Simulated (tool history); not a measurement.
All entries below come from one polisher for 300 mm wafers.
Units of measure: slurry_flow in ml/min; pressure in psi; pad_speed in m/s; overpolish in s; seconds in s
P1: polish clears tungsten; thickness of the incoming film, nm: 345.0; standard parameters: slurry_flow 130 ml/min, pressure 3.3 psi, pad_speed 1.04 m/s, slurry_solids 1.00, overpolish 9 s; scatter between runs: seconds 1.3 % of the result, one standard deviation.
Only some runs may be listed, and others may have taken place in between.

run,hour,slurry_flow,pressure,pad_speed,slurry_solids,overpolish,wafers polished on this pad,hours since the slurry nozzle was cleaned,hours since the head pressure was calibrated,hours since the slurry blender was calibrated,hours since the slurry got fresh peroxide,seconds
1,4.6,130,3.3,1.04,1.00,9,445,356.6,188.9,222.7,95.5,77.590
2,11.4,130,3.3,0.58,1.00,9,524,363.4,195.7,229.5,102.3,141.680
3,21.2,200,3.3,1.04,1.00,9,637,373.2,205.5,239.3,112.1,73.336
# hour 26.7: worn pad replaced by a new one
4,27.4,130,3.3,1.04,1.40,9,8,379.4,211.7,245.5,118.3,73.135
5,32.9,130,1.9,1.04,1.00,9,72,384.9,217.2,251.0,123.8,134.750
6,41.3,130,3.3,1.64,1.00,9,169,393.3,225.6,259.4,132.2,49.743
7,50.2,130,3.3,1.04,1.00,3,272,402.2,234.5,268.3,141.1,78.400
8,57.4,130,3.3,1.04,1.00,9,356,409.4,241.7,275.5,148.3,77.918
9,67.2,130,3.3,1.04,1.00,15,470,419.2,251.5,285.3,158.1,79.382
10,73.8,130,3.3,1.04,1.00,9,546,425.8,258.1,291.9,164.7,79.046
11,83.2,130,2.1,0.74,1.00,9,655,435.2,267.5,301.3,174.1,173.860
12,90.7,130,3.3,1.04,1.00,9,742,442.7,275.0,308.8,181.6,77.760
13,95.1,130,3.3,1.04,0.55,9,793,447.1,279.4,313.2,186.0,91.619
14,99.5,130,3.3,1.04,1.00,9,844,451.5,283.8,317.6,190.4,78.620
15,106.9,130,4.7,1.04,1.00,9,930,458.9,291.2,325.0,197.8,54.900
16,116.6,80,3.3,1.04,1.00,9,1043,468.6,300.9,334.7,207.5,89.516
17,121.5,130,3.3,1.04,1.00,9,1099,473.5,305.8,339.6,212.4,79.566
18,126.5,130,3.3,1.04,1.00,9,1157,478.5,310.8,344.6,217.4,80.121
19,135.6,130,3.3,1.04,1.00,9,1263,487.6,319.9,353.7,226.5,81.992
20,143.0,130,3.3,1.04,1.00,9,1349,495.0,327.3,361.1,233.9,85.738
21,149.0,130,3.3,1.04,1.00,9,1418,501.0,333.3,367.1,239.9,85.802
22,158.3,130,3.3,1.04,1.00,9,1526,510.3,342.6,376.4,249.2,84.753
# hour 162.8: worn pad replaced by a new one
23,163.8,130,3.3,1.04,1.00,9,12,515.8,348.1,381.9,254.7,87.886
# hour 164.9: slurry blender recalibrated
24,169.7,130,3.3,1.04,1.00,9,80,521.7,354.0,4.8,260.6,87.169
# hour 170.2: head pressure recalibrated
25,178.6,130,3.3,1.04,1.00,9,184,530.6,8.4,13.7,269.5,87.552
26,187.4,130,3.3,1.04,1.00,9,286,539.4,17.2,22.5,278.3,86.072
27,193.7,130,3.3,1.04,1.00,9,359,545.7,23.5,28.8,284.6,87.309
28,198.5,130,3.3,1.04,1.00,9,414,550.5,28.3,33.6,289.4,87.844

What P1 gives has crept away from where it was. These 2 causes fit the log equally well, each at the size given:
A: slurry flow missing at the pad, % = 36.1
B: peroxide lost from the slurry, % = 24.2
The onset of the drift is placed at about hour 121.5.
Excluded causes, each with its reason:
removal rate lost through wear of the pad, %: maintenance at hour 162.8, after the shift began, did not return the process to its former output
head's pressure below its setpoint, %: maintenance at hour 170.2, after the shift began, did not return the process to its former output
abrasive missing from the slurry, %: maintenance at hour 164.9, after the shift began, did not return the process to its former output

Which of the 4 check runs listed below, each an average over 5 wafers with its results shown as question marks, gives clearly different results under the different listed causes?
check 1,203.3,85,2.4,1.04,1.00,9,,,,,,?
check 2,203.3,130,3.3,1.04,0.55,9,,,,,,?
check 3,203.3,130,3.3,1.04,0.60,14,,,,,,?
check 4,203.3,130,3.3,1.56,1.00,9,,,,,,?

How each check would come out, cause by cause:
check,result,if A,if B
check 1,seconds,140.250,133.700
check 2,seconds,100.700,100.700
check 3,seconds,98.761,98.758
check 4,seconds,58.526,58.525
Per-check spread between the two closest causes, in the result where they differ most: check 1 4.78 %; check 2 0 %; check 3 0 %; check 4 0 %
The other checks would show nearly matching results whichever cause is true, so check 1 is the only one that separates the causes.

After running check 1, the following was obtained: seconds 135.410 s. Which cause does this point to?

It was cause B: peroxide lost from the slurry, %.
